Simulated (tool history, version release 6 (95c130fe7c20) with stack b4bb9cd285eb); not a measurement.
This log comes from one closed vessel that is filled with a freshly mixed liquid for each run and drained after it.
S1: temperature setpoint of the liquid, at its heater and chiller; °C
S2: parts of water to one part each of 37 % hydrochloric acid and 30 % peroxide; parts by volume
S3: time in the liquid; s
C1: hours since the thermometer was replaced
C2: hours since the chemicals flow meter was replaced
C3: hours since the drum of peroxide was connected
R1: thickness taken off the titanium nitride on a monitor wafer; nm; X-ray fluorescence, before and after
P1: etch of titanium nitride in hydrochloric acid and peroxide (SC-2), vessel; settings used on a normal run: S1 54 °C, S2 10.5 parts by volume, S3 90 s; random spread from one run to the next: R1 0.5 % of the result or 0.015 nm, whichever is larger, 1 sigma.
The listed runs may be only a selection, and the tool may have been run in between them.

run,hour,S1,S2,S3,C1,C2,C3,R1
1,7.5,54,10.5,90,813.4,1022,241.9,5.1411
2,19.8,42,10.5,90,825.7,1034.3,254.2,2.3148
3,28.5,54,10.5,90,834.4,1043,262.9,5.1486
4,36.9,54,10.5,90,842.8,1051.4,271.3,5.1431
5,46.3,54,10.5,175,852.2,1060.8,280.7,9.9162
# hour 49.1: chemicals flow meter replaced
6,56,54,10.5,30,861.9,6.9,290.4,1.7279
7,66,54,4,90,871.9,16.9,300.4,10.736
8,74.5,54,10.5,90,880.4,25.4,308.9,5.1853
9,87.2,61,14.5,90,893.1,38.1,321.6,6.0538
10,95.9,40.5,10.5,30,901.8,46.8,330.3,0.69487
11,107.9,43,10.5,140,913.8,58.8,342.3,3.8073
12,121.6,65,10.5,90,927.5,72.5,356,10.27
13,131.4,54,10.5,90,937.3,82.3,365.8,5.1802
14,144.9,54,10.5,90,950.8,95.8,379.3,5.1531
15,157,54,17,90,962.9,107.9,391.4,3.3745
16,168.6,54,10.5,90,974.5,119.5,403,5.1932
17,178.4,54,10.5,90,984.3,129.3,412.8,5.3557
18,186.9,54,10.5,90,992.8,137.8,421.3,5.43
19,194,54,10.5,90,999.9,144.9,428.4,5.4896
20,205.8,54,10.5,90,1011.7,156.7,440.2,5.5449
21,213.5,54,10.5,90,1019.4,164.4,447.9,5.5129
22,220.9,54,10.5,90,1026.8,171.8,455.3,5.5608
23,229.4,54,10.5,90,1035.3,180.3,463.8,5.5651
24,241.1,54,10.5,90,1047,192,475.5,5.4983

Compared with where it was, what P1 gives has crept away. Each cause listed below fits the log as well as the rest, at the size given for it:
A: chemicals flow above the setpoint (%) = 9.48
B: liquid hotter than its thermometer reads (K) = 1.17
The creep began at about hour 168.6.
Every other cause this tool's parts could produce, and why it does not fit the log:
peroxide weaker than its label (%): at its largest 8, which would move R1 by -7.4 %, too little to match the creep or of the wrong sign

Of the 4 check runs below, each run on 5 wafers with the results averaged and each result still a question mark, which one would tell the listed causes apart?
check 1,252.8,46.5,4,90,,,,?
check 2,252.8,64.5,10.5,30,,,,?
check 3,252.8,54,14,165,,,,?
check 4,252.8,45.5,17,90,,,,?

Check results expected under each cause:
check,result,if A,if B
check 1,R1,6.9126,7.0525
check 2,R1,3.5897,3.5743
check 3,R1,7.9836,7.9602
check 4,R1,2.0825,2.081
Per check, the gap between the least separated pair of causes, taken in the result that splits them most: check 1 2 %; check 2 0.43 %; check 3 0.29 %; check 4 0.07 %
The other checks would show nearly matching results whichever cause is true, so check 1 is the only one that separates the causes.

Check 1 was carried out, with these results: R1 7.048 nm. Which of the listed causes is responsible?

The cause is B: liquid hotter than its thermometer reads (K).

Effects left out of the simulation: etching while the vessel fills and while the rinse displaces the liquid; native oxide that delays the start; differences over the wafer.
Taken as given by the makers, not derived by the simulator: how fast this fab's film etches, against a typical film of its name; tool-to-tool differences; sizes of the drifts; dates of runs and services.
